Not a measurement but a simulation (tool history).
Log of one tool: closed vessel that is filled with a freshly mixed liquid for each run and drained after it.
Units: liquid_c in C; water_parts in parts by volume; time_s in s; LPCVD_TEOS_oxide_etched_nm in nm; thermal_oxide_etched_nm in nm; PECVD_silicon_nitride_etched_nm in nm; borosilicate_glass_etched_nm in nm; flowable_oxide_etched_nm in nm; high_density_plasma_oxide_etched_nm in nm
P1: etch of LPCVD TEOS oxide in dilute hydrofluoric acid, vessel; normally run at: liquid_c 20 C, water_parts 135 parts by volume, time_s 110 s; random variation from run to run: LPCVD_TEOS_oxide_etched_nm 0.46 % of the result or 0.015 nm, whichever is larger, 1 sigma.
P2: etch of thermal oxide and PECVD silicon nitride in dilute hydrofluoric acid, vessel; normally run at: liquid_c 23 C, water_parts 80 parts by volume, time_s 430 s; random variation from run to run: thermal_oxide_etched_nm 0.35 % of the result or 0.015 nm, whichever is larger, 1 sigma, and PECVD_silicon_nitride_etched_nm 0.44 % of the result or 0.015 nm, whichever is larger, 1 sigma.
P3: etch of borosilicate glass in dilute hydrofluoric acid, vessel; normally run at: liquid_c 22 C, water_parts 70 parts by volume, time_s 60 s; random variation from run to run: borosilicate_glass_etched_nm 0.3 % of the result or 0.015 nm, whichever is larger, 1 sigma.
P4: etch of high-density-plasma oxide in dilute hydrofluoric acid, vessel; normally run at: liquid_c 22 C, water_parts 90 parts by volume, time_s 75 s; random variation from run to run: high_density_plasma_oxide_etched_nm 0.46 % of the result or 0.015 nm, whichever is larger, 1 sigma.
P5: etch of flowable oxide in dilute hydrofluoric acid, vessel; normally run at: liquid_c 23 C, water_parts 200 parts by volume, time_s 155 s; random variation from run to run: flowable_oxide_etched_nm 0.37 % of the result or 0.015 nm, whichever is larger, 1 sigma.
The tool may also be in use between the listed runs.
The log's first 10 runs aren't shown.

| run | hour | process | liquid_c | water_parts | time_s | LPCVD_TEOS_oxide_etched_nm | thermal_oxide_etched_nm | PECVD_silicon_nitride_etched_nm | borosilicate_glass_etched_nm | flowable_oxide_etched_nm | high_density_plasma_oxide_etched_nm |
|---|---|---|---|---|---|---|---|---|---|---|---|
| 11 | 33.4 | P2 | 17 | 80 | 430 |  | 19.926 | 13.518 |  |  |  |
| 12 | 36.6 | P1 | 20 | 215 | 110 | 10.698 |  |  |  |  |  |
| 13 | 39.7 | P3 | 22 | 70 | 60 |  |  |  | 36.332 |  |  |
| 14 | 41.7 | P1 | 25.5 | 135 | 110 | 23.089 |  |  |  |  |  |
| 15 | 46 | P1 | 20 | 135 | 110 | 18.535 |  |  |  |  |  |
| 16 | 48.5 | P4 | 22 | 90 | 75 |  |  |  |  |  | 4.5812 |
| 17 | 50.9 | P2 | 23 | 80 | 775 |  | 45.936 | 36.662 |  |  |  |
| 18 | 54.4 | P1 | 20 | 135 | 110 | 18.513 |  |  |  |  |  |
| 19 | 56.7 | P1 | 20 | 135 | 200 | 33.813 |  |  |  |  |  |
| 20 | 60.7 | P4 | 22 | 90 | 150 |  |  |  |  |  | 9.0221 |
| 21 | 65 | P3 | 22 | 70 | 60 |  |  |  | 36.407 |  |  |
| 22 | 67.4 | P4 | 22 | 20 | 75 |  |  |  |  |  | 21.954 |
| 23 | 70.6 | P5 | 23 | 365 | 155 |  |  |  |  | 12.642 |  |
| 24 | 72.9 | P3 | 29.5 | 70 | 60 |  |  |  | 49.012 |  |  |

Run 25 comes next. What will it give?
| 25 | 75 | P1 | 17 | 70 | 110 | ? |  |  |  |  |  |

LPCVD_TEOS_oxide_etched_nm: 33.558 nm

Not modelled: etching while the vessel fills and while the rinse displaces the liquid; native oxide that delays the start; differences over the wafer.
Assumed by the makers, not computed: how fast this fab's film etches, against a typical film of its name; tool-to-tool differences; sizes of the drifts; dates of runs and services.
